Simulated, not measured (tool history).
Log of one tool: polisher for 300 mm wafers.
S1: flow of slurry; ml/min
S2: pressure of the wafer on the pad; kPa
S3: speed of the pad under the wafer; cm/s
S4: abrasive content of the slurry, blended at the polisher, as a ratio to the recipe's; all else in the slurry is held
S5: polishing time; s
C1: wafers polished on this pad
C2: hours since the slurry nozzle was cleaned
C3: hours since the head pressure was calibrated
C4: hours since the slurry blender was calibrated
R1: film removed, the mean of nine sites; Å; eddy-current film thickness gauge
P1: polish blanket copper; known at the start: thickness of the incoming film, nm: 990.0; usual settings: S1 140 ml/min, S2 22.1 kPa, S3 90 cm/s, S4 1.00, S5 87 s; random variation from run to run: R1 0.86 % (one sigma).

run  hour   S1    S2   S3    S4   S5    C1     C2      C3     C4       R1
  1   4.2  140  22.1   90  1.00   87   414  506.2   960.7  161.3  2218.80
  2   9.5  220  22.1   90  1.00   87   480  511.5   966.0  166.6  2404.10
  3  13.5  140  31.0   90  1.00   87   531  515.5   970.0  170.6  3134.60
  4  18.3  140  22.1   90  1.50   87   591  520.3   974.8  175.4  2401.90
  5  22.3  140  22.1   90  1.00   87   642  524.3   978.8  179.4  2196.20
  6  26.3  140  22.1   90  0.55   87   692  528.3   982.8  183.4  1973.20
  7  30.0  140  22.1   90  1.00  122   739  532.0   986.5  187.1  3092.30
  8  34.5   85  22.1   90  1.00   87   796  536.5   991.0  191.6  1962.90
  9  37.5  140  22.1   90  1.00   44   833  539.5   994.0  194.6  1136.70
 10  42.2  140  22.1   40  1.00   87   893  544.2   998.7  199.3   978.17
 11  46.1  140  33.1  134  1.00   87   942  548.1  1002.6  203.2  5038.10
 12  48.7  140  15.9   90  1.00   87   975  550.7  1005.2  205.8  1594.00
 13  53.5  140  22.1  120  1.00   87  1035  555.5  1010.0  210.6  2926.90
 14  58.8  140  22.1   90  1.00   87  1102  560.8  1015.3  215.9  2262.40
 15  62.4  140  22.1   90  1.00   87  1147  564.4  1018.9  219.5  2226.70
 16  66.0  140  22.1   90  1.00   87  1193  568.0  1022.5  223.1  2224.00

Forecast run 17:
 17  69.6  140  22.1  90  1.00  87  1238  571.6  1026.1  226.7   ?

{"run 17": {"R1": 2224.3}}

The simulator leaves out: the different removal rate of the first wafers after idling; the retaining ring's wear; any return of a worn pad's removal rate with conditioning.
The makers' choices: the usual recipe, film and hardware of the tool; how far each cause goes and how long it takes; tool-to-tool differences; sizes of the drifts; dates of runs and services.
